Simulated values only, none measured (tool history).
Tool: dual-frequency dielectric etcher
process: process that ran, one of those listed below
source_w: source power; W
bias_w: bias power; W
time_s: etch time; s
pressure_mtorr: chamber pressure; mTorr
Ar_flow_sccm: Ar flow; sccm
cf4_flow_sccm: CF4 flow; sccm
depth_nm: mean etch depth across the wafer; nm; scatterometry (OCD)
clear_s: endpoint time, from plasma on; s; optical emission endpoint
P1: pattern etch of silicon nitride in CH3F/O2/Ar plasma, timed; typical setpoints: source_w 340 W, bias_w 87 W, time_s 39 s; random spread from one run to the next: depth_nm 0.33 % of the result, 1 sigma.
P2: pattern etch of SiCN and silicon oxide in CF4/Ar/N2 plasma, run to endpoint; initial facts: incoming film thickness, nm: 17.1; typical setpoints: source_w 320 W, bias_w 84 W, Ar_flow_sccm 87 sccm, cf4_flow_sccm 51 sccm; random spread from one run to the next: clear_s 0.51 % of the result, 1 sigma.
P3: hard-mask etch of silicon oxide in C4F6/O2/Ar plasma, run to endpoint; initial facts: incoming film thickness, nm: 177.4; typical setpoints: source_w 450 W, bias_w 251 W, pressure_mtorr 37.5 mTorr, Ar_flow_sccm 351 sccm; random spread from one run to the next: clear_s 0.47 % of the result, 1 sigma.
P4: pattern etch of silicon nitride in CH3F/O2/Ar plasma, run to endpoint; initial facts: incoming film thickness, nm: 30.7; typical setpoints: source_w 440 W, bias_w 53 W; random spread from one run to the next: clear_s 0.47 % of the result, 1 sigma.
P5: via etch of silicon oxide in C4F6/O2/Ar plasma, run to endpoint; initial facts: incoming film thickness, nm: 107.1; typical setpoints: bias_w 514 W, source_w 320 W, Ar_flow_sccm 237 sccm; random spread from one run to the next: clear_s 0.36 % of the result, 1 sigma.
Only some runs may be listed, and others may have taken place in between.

run,hour,process,source_w,bias_w,time_s,pressure_mtorr,Ar_flow_sccm,cf4_flow_sccm,hours since the last wet clean,hours since the last source power generator calibration,hours since the last bias power generator calibration,depth_nm,clear_s
1,12.6,P1,340,87,39,,,,76.2,543.2,1904.8,26.943,
2,25.2,P4,440,63,,,,,88.8,555.8,1917.4,,45.157
3,33.6,P3,450,146,,37.5,351,,97.2,564.2,1925.8,,58.736
4,47.9,P1,220,87,39,,,,111.5,578.5,1940.1,22.805,
5,56.8,P5,320,514,,,332,,120.4,587.4,1949,,25.732
6,73.4,P1,400,87,26.5,,,,137,604,1965.6,19.502,
7,88.4,P1,340,87,21.5,,,,152,619,1980.6,14.898,
8,100.5,P3,450,251,,30.5,351,,164.1,631.1,1992.7,,48.028
9,115.8,P1,430,87,39,,,,179.4,646.4,2008,29.541,
10,128.8,P2,410,84,,,87,51,192.4,659.4,2021,,21.187
11,141.6,P1,340,87,39,,,,205.2,672.2,2033.8,26.954,
12,157.1,P1,340,87,39,,,,220.7,687.7,2049.3,26.958,
13,166.4,P3,450,251,,37.5,351,,230,697,2058.6,,49.3
14,175.2,P5,320,312,,,237,,238.8,705.8,2067.4,,30.022
15,182.8,P2,320,84,,,57,51,246.4,713.4,2075,,24.807
16,191.3,P1,340,87,39,,,,254.9,721.9,2083.5,26.705,
17,201.7,P3,450,251,,37.5,219,,265.3,732.3,2093.9,,46.581
18,214.8,P4,440,53,,,,,278.4,745.4,2107,,47.432
19,227,P2,320,84,,,87,51,290.6,757.6,2119.2,,26.001
20,237.5,P1,220,87,47.5,,,,301.1,768.1,2129.7,27.855,
21,254.4,P5,250,514,,,237,,318,785,2146.6,,27.251
22,262,P4,440,53,,,,,325.6,792.6,2154.2,,47.634

What does the tool deliver on the next run?
23,270.3,P1,340,51,39,,,,333.9,800.9,2162.5,?,

Logged for run 23: depth_nm 22.422 nm.

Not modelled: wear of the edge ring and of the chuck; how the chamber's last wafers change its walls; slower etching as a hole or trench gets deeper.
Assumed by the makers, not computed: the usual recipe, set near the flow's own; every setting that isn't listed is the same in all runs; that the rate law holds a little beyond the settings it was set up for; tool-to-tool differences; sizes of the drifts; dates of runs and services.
